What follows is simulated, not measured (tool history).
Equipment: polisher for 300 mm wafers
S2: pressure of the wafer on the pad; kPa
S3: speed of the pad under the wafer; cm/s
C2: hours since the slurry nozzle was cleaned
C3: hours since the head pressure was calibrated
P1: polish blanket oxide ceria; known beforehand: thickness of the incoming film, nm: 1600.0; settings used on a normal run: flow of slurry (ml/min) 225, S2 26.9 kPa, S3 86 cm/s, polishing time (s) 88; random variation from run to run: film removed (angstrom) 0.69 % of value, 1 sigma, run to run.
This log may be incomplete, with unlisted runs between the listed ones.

Run 1, hour 12.9: flow of slurry (ml/min) 225, S2 26.9 kPa, S3 86 cm/s, polishing time (s) 88; wafers polished on this pad 1149; C2 400.9; C3 226. Result: film removed (angstrom) 4311.2.
Run 2, hour 23.4: flow of slurry (ml/min) 135, S2 17.2 kPa, S3 86 cm/s, polishing time (s) 88; wafers polished on this pad 1260; C2 411.4; C3 236.5. Result: film removed (angstrom) 2538.7.
At hour 30.1: head pressure recalibrated.
Run 3, hour 32.7: flow of slurry (ml/min) 225, S2 40.7 kPa, S3 86 cm/s, polishing time (s) 88; wafers polished on this pad 1359; C2 420.7; C3 2.6. Result: film removed (angstrom) 6452.7.
Run 4, hour 39.7: flow of slurry (ml/min) 335, S2 26.9 kPa, S3 86 cm/s, polishing time (s) 115; wafers polished on this pad 1433; C2 427.7; C3 9.6. Result: film removed (angstrom) 5797.6.
Run 5, hour 50.2: flow of slurry (ml/min) 225, S2 26.9 kPa, S3 86 cm/s, polishing time (s) 88; wafers polished on this pad 1545; C2 438.2; C3 20.1. Result: film removed (angstrom) 4362.1.
Run 6, hour 56.3: flow of slurry (ml/min) 135, S2 26.9 kPa, S3 86 cm/s, polishing time (s) 88; wafers polished on this pad 1609; C2 444.3; C3 26.2. Result: film removed (angstrom) 4028.9.
Run 7, hour 66: flow of slurry (ml/min) 225, S2 26.9 kPa, S3 86 cm/s, polishing time (s) 88; wafers polished on this pad 1712; C2 454; C3 35.9. Result: film removed (angstrom) 4324.2.
Run 8, hour 79: flow of slurry (ml/min) 225, S2 26.9 kPa, S3 86 cm/s, polishing time (s) 88; wafers polished on this pad 1850; C2 467; C3 48.9. Result: film removed (angstrom) 4347.8.
Run 9, hour 91.1: flow of slurry (ml/min) 225, S2 13.1 kPa, S3 86 cm/s, polishing time (s) 88; wafers polished on this pad 1979; C2 479.1; C3 61. Result: film removed (angstrom) 2116.5.
Run 10, hour 100.9: flow of slurry (ml/min) 225, S2 26.9 kPa, S3 86 cm/s, polishing time (s) 115; wafers polished on this pad 2083; C2 488.9; C3 70.8. Result: film removed (angstrom) 5584.9.
Run 11, hour 110.8: flow of slurry (ml/min) 225, S2 26.9 kPa, S3 86 cm/s, polishing time (s) 49; wafers polished on this pad 2188; C2 498.8; C3 80.7. Result: film removed (angstrom) 2404.6.
Run 12, hour 116.8: flow of slurry (ml/min) 225, S2 26.9 kPa, S3 40 cm/s, polishing time (s) 53; wafers polished on this pad 2251; C2 504.8; C3 86.7. Result: film removed (angstrom) 1226.6.
Run 13, hour 125.9: flow of slurry (ml/min) 225, S2 26.9 kPa, S3 126 cm/s, polishing time (s) 88; wafers polished on this pad 2348; C2 513.9; C3 95.8. Result: film removed (angstrom) 6282.8.
Run 14, hour 138.2: flow of slurry (ml/min) 225, S2 26.9 kPa, S3 50 cm/s, polishing time (s) 88; wafers polished on this pad 2478; C2 526.2; C3 108.1. Result: film removed (angstrom) 2517.7.
Run 15, hour 147.4: flow of slurry (ml/min) 290, S2 26.9 kPa, S3 86 cm/s, polishing time (s) 88; wafers polished on this pad 2576; C2 535.4; C3 117.3. Result: film removed (angstrom) 4428.8.
Run 16, hour 154.1: flow of slurry (ml/min) 225, S2 26.9 kPa, S3 86 cm/s, polishing time (s) 88; wafers polished on this pad 2647; C2 542.1; C3 124. Result: film removed (angstrom) 4303.6.
Run 17, hour 162.7: flow of slurry (ml/min) 225, S2 26.9 kPa, S3 86 cm/s, polishing time (s) 88; wafers polished on this pad 2738; C2 550.7; C3 132.6. Result: film removed (angstrom) 4352.7.
Run 18, hour 173.1: flow of slurry (ml/min) 225, S2 26.9 kPa, S3 86 cm/s, polishing time (s) 88; wafers polished on this pad 2848; C2 561.1; C3 143. Result: film removed (angstrom) 4191.9.
Run 19, hour 185.2: flow of slurry (ml/min) 225, S2 26.9 kPa, S3 86 cm/s, polishing time (s) 88; wafers polished on this pad 2977; C2 573.2; C3 155.1. Result: film removed (angstrom) 4167.5.
Run 20, hour 195.5: flow of slurry (ml/min) 225, S2 26.9 kPa, S3 86 cm/s, polishing time (s) 88; wafers polished on this pad 3086; C2 583.5; C3 165.4. Result: film removed (angstrom) 4161.2.
Run 21, hour 206.1: flow of slurry (ml/min) 225, S2 26.9 kPa, S3 86 cm/s, polishing time (s) 88; wafers polished on this pad 3198; C2 594.1; C3 176. Result: film removed (angstrom) 4113.7.
At hour 212.8: head pressure recalibrated.
Run 22, hour 213.4: flow of slurry (ml/min) 225, S2 26.9 kPa, S3 86 cm/s, polishing time (s) 88; wafers polished on this pad 3276; C2 601.4; C3 0.6. Result: film removed (angstrom) 4156.9.
Run 23, hour 222: flow of slurry (ml/min) 225, S2 26.9 kPa, S3 86 cm/s, polishing time (s) 88; wafers polished on this pad 3367; C2 610; C3 9.2. Result: film removed (angstrom) 4164.3.
Run 24, hour 234.1: flow of slurry (ml/min) 225, S2 26.9 kPa, S3 86 cm/s, polishing time (s) 88; wafers polished on this pad 3495; C2 622.1; C3 21.3. Result: film removed (angstrom) 4088.5.
Run 25, hour 244.3: flow of slurry (ml/min) 225, S2 26.9 kPa, S3 86 cm/s, polishing time (s) 88; wafers polished on this pad 3604; C2 632.3; C3 31.5. Result: film removed (angstrom) 4099.3.
Run 26, hour 256.7: flow of slurry (ml/min) 225, S2 26.9 kPa, S3 86 cm/s, polishing time (s) 88; wafers polished on this pad 3735; C2 644.7; C3 43.9. Result: film removed (angstrom) 4083.2.
Run 27, hour 269.2: flow of slurry (ml/min) 225, S2 26.9 kPa, S3 86 cm/s, polishing time (s) 88; wafers polished on this pad 3868; C2 657.2; C3 56.4. Result: film removed (angstrom) 4053.8.

P1 has crept away from where it was. The log is fitted equally well by each of these 2 causes, at the sizes shown:
A: removal rate lost through wear of the pad, % = 5.37
B: slurry flow missing at the pad, % = 32.2
The gradual shift began around hour 162.7.
Why every other cause is out:
head's pressure below its setpoint, %: serviced at hour 212.8, after the drift had started, without restoring the earlier output

Which of the 4 check runs listed below, each an average over 3 wafers with its results shown as question marks, gives clearly different results under the different listed causes?
Run check 1, hour 281.7: flow of slurry (ml/min) 225, S2 26.9 kPa, S3 122 cm/s, polishing time (s) 88. Result: film removed (angstrom) ?.
Run check 2, hour 281.7: flow of slurry (ml/min) 225, S2 26.9 kPa, S3 120 cm/s, polishing time (s) 88. Result: film removed (angstrom) ?.
Run check 3, hour 281.7: flow of slurry (ml/min) 140, S2 26.9 kPa, S3 112 cm/s, polishing time (s) 88. Result: film removed (angstrom) ?.
Run check 4, hour 281.7: flow of slurry (ml/min) 225, S2 40 kPa, S3 86 cm/s, polishing time (s) 88. Result: film removed (angstrom) ?.

If the cause were each of the candidates in turn, the checks would give the following:
  check                   result    if A    if B
check 1  film removed (angstrom)    5804  5804.3
check 2  film removed (angstrom)  5708.8  5709.2
check 3  film removed (angstrom)  4966.8  4819.6
check 4  film removed (angstrom)  6084.5  6084.9
Per check, the gap between the least separated pair of causes, taken in the result that splits them most: check 1 0.01 %; check 2 0.01 %; check 3 3.01 %; check 4 0.01 %
Check 3 distinguishes between the causes, while the remaining checks would return nearly the same result for all of them.

After running check 3, the following was obtained: film removed (angstrom) 4812.4. Which cause does this point to?

The cause is B: slurry flow missing at the pad, %.

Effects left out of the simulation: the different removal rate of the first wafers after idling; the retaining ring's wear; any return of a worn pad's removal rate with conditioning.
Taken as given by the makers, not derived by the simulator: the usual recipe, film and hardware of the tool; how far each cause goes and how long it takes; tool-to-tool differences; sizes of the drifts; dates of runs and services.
